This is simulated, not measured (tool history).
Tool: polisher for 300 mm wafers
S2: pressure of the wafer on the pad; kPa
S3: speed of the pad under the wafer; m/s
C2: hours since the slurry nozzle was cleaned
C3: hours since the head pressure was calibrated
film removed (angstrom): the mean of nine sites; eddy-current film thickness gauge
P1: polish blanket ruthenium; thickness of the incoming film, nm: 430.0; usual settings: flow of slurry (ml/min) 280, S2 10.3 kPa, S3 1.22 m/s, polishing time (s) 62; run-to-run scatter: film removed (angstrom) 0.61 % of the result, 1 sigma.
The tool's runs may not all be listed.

{"run": 1, "day": 0.2, "flow of slurry (ml/min)": 280, "S2": 10.3, "S3": 1.22, "polishing time (s)": 62, "wafers polished on this pad": 381, "C2": 197.3, "C3": 532.3, "film removed (angstrom)": 517.82}
{"run": 2, "day": 0.458, "flow of slurry (ml/min)": 170, "S2": 10.3, "S3": 1.22, "polishing time (s)": 62, "wafers polished on this pad": 438, "C2": 203.5, "C3": 538.5, "film removed (angstrom)": 487.27}
{"run": 3, "day": 0.771, "flow of slurry (ml/min)": 280, "S2": 10.3, "S3": 1.8, "polishing time (s)": 62, "wafers polished on this pad": 508, "C2": 211, "C3": 546, "film removed (angstrom)": 761.04}
{"run": 4, "day": 1.112, "flow of slurry (ml/min)": 425, "S2": 10.3, "S3": 1.22, "polishing time (s)": 62, "wafers polished on this pad": 585, "C2": 219.2, "C3": 554.2, "film removed (angstrom)": 531.54}
{"run": 5, "day": 1.325, "flow of slurry (ml/min)": 280, "S2": 4.8, "S3": 1.22, "polishing time (s)": 62, "wafers polished on this pad": 632, "C2": 224.3, "C3": 559.3, "film removed (angstrom)": 241.89}
{"run": 6, "day": 1.508, "flow of slurry (ml/min)": 280, "S2": 10.3, "S3": 1.22, "polishing time (s)": 62, "wafers polished on this pad": 673, "C2": 228.7, "C3": 563.7, "film removed (angstrom)": 514.42}
{"run": 7, "day": 1.762, "flow of slurry (ml/min)": 280, "S2": 10.3, "S3": 1.22, "polishing time (s)": 35, "wafers polished on this pad": 730, "C2": 234.8, "C3": 569.8, "film removed (angstrom)": 288.58}
{"run": 8, "day": 2.138, "flow of slurry (ml/min)": 280, "S2": 10.3, "S3": 1.22, "polishing time (s)": 62, "wafers polished on this pad": 814, "C2": 243.8, "C3": 578.8, "film removed (angstrom)": 513.67}
{"run": 9, "day": 2.383, "flow of slurry (ml/min)": 280, "S2": 14.5, "S3": 0.9, "polishing time (s)": 62, "wafers polished on this pad": 869, "C2": 249.7, "C3": 584.7, "film removed (angstrom)": 528.77}
{"run": 10, "day": 2.617, "flow of slurry (ml/min)": 280, "S2": 10.3, "S3": 1.22, "polishing time (s)": 62, "wafers polished on this pad": 921, "C2": 255.3, "C3": 590.3, "film removed (angstrom)": 512.63}
{"run": 11, "day": 2.95, "flow of slurry (ml/min)": 280, "S2": 10.3, "S3": 1.22, "polishing time (s)": 92, "wafers polished on this pad": 996, "C2": 263.3, "C3": 598.3, "film removed (angstrom)": 766.01}
{"run": 12, "day": 3.171, "flow of slurry (ml/min)": 280, "S2": 10.3, "S3": 0.66, "polishing time (s)": 62, "wafers polished on this pad": 1045, "C2": 268.6, "C3": 603.6, "film removed (angstrom)": 281.24}

Run 13 comes next. What will it give?
{"run": 13, "day": 3.562, "flow of slurry (ml/min)": 280, "S2": 13.8, "S3": 1.22, "polishing time (s)": 62, "wafers polished on this pad": 1133, "C2": 278, "C3": 613, "film removed (angstrom)": "?"}

film removed (angstrom): 681.48
